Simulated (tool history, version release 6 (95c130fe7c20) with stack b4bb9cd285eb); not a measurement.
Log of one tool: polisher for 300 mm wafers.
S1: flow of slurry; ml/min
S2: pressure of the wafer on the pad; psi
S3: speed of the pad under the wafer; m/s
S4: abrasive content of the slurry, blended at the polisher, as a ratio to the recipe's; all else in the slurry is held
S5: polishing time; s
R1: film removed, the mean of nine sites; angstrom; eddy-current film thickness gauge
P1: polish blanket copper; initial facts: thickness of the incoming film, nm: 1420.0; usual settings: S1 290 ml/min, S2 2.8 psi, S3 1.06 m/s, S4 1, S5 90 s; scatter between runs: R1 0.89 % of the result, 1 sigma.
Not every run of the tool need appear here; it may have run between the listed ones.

run 1 hour=9 | S1=290 S2=2.8 S3=1.06 S4=1 S5=90 | R1=3034.1
run 2 hour=19.1 | S1=290 S2=2.8 S3=1.48 S4=1 S5=90 | R1=4230.7
run 3 hour=25.5 | S1=290 S2=2.8 S3=1.06 S4=1 S5=90 | R1=3017.7
run 4 hour=40 | S1=290 S2=2.8 S3=0.48 S4=1 S5=90 | R1=1360.9
run 5 hour=54.2 | S1=290 S2=2.8 S3=1.06 S4=1 S5=90 | R1=3037.3
run 6 hour=62.7 | S1=290 S2=2.8 S3=1.06 S4=1 S5=51 | R1=1691.1
run 7 hour=69.4 | S1=290 S2=1.6 S3=1.06 S4=1 S5=90 | R1=1729.8
run 8 hour=83.1 | S1=290 S2=2.8 S3=1.06 S4=1 S5=117 | R1=3885.4
run 9 hour=94.5 | S1=290 S2=2.8 S3=1.06 S4=1 S5=90 | R1=3036.8
run 10 hour=108.6 | S1=290 S2=2.8 S3=1.06 S4=1 S5=90 | R1=3031.4
run 11 hour=122.1 | S1=290 S2=2.8 S3=1.06 S4=0.55 S5=90 | R1=2632.7
run 12 hour=134.9 | S1=410 S2=2.8 S3=1.06 S4=1 S5=90 | R1=3170.8
run 13 hour=142.9 | S1=290 S2=2.8 S3=1.06 S4=1 S5=90 | R1=2994.2
run 14 hour=155.6 | S1=185 S2=2.8 S3=1.06 S4=1 S5=138 | R1=4406.3
run 15 hour=164.1 | S1=390 S2=2.8 S3=1.06 S4=0.8 S5=90 | R1=2955.8
run 16 hour=171.8 | S1=435 S2=1.7 S3=1.06 S4=1 S5=90 | R1=1852.3
run 17 hour=185.5 | S1=290 S2=2.8 S3=1.06 S4=1.5 S5=90 | R1=3244.4
run 18 hour=194.6 | S1=175 S2=2.8 S3=1.06 S4=1 S5=90 | R1=2852.7
run 19 hour=204.1 | S1=290 S2=4 S3=1.06 S4=1 S5=90 | R1=4346.1
run 20 hour=214.2 | S1=290 S2=2.8 S3=1.06 S4=1 S5=90 | R1=2997.9
run 21 hour=226.8 | S1=290 S2=2.8 S3=1.06 S4=1 S5=90 | R1=2926.4
run 22 hour=235.7 | S1=290 S2=2.8 S3=1.06 S4=1 S5=90 | R1=2913.4
run 23 hour=248 | S1=290 S2=2.8 S3=1.06 S4=1 S5=90 | R1=2916.5
run 24 hour=260.9 | S1=290 S2=2.8 S3=1.06 S4=1 S5=90 | R1=2884.6
run 25 hour=267.7 | S1=290 S2=2.8 S3=1.06 S4=1 S5=90 | R1=2845.7
run 26 hour=275 | S1=290 S2=2.8 S3=1.06 S4=1 S5=90 | R1=2859.3
-- hour=275.3 worn pad replaced by a new one
run 27 hour=284.3 | S1=290 S2=2.8 S3=1.06 S4=1 S5=90 | R1=2889.7
-- hour=285.2 slurry blender recalibrated
run 28 hour=298.1 | S1=290 S2=2.8 S3=1.06 S4=1 S5=90 | R1=2886
run 29 hour=305.5 | S1=290 S2=2.8 S3=1.06 S4=1 S5=90 | R1=2882.6
run 30 hour=312.8 | S1=290 S2=2.8 S3=1.06 S4=1 S5=90 | R1=2874.8

The output of P1 has drifted from where it used to be. Each of the 2 causes below, taken at the size shown beside it, accounts for the log equally well:
A: head's pressure below its setpoint, % = 5.03
B: slurry flow missing at the pad, % = 35.8
The process output started creeping at around hour 214.2.
All other causes, with the reason each is excluded:
removal rate lost through wear of the pad, %: maintenance at hour 275.3, after the shift began, did not return the process to its former output
abrasive missing from the slurry, %: maintenance at hour 285.2, after the shift began, did not return the process to its former output

Each of the check runs listed below is run on 5 wafers and reports their average, with the results left as question marks. Pick the one under which the possible causes would lead to clearly different results.
run check 1 hour=320.1 | S1=290 S2=2.8 S3=1.06 S4=0.75 S5=90 | R1=?
run check 2 hour=320.1 | S1=290 S2=3.8 S3=1.06 S4=1 S5=90 | R1=?
run check 3 hour=320.1 | S1=175 S2=2.8 S3=1.06 S4=1.4 S5=90 | R1=?
run check 4 hour=320.1 | S1=290 S2=2.8 S3=1.06 S4=1.4 S5=90 | R1=?

If the cause were each of the candidates in turn, the checks would give the following:
check=check_1 result=R1 if_A=2697.9 if_B=2697.6
check=check_2 result=R1 if_A=3890.1 if_B=3889.7
check=check_3 result=R1 if_A=2903.1 if_B=2814
check=check_4 result=R1 if_A=3085.1 if_B=3084.8
Minimum pairwise separation of causes per check, each pair taken at its best-separating result: check 1 0.01 %; check 2 0.01 %; check 3 3.12 %; check 4 0.01 %
The causes can be told apart only by check 3. The other checks would give nearly the same results under each of them.

Running check 3 produced the following: R1 2812.9 angstrom. Which one of the listed causes fits?

The cause is B: slurry flow missing at the pad, %.
